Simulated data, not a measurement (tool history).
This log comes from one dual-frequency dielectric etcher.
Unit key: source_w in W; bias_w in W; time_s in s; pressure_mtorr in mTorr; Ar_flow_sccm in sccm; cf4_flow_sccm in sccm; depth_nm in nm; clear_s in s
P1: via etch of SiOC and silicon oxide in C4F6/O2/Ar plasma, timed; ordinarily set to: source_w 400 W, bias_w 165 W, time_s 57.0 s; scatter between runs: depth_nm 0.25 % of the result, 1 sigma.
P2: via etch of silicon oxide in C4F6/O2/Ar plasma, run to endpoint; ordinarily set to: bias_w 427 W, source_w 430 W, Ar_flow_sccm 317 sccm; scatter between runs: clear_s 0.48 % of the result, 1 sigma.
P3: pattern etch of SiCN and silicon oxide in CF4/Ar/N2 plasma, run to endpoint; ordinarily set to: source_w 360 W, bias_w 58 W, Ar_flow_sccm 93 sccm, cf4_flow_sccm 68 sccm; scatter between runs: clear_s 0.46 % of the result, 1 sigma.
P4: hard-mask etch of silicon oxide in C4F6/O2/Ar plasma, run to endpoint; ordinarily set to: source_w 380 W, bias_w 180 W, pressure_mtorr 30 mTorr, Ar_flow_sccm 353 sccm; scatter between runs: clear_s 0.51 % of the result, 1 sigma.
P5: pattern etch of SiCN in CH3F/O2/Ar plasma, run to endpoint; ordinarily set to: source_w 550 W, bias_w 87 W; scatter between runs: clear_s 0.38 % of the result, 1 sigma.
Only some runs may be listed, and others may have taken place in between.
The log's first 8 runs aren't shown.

run,day,process,source_w,bias_w,time_s,pressure_mtorr,Ar_flow_sccm,cf4_flow_sccm,depth_nm,clear_s
9,3.512,P1,400,102,57.0,,,,56.332,
10,3.971,P2,520,427,,,317,,,22.847
11,4.400,P2,430,550,,,317,,,22.219
12,4.708,P1,400,165,57.0,,,,64.935,
13,5.275,P1,240,165,57.0,,,,53.366,
14,5.658,P1,400,165,57.0,,,,65.045,
15,5.929,P3,360,58,,,93,41,,23.388
16,6.221,P1,560,165,57.0,,,,74.259,
17,6.642,P5,550,51,,,,,,17.150
18,7.079,P3,360,58,,,59,68,,20.250
19,7.508,P2,430,427,,,409,,,25.320
20,8.000,P3,360,36,,,93,68,,25.083
21,8.362,P3,360,58,,,93,68,,21.512
22,8.738,P1,400,130,43.0,,,,45.726,
23,8.992,P4,300,180,,30,353,,,62.226
24,9.467,P4,380,180,,30,235,,,54.291

Run 25, settings as shown, results not yet in. Your forecast:
25,9.738,P5,780,87,,,,,,?

{"run 25": {"clear_s": 12.502}}
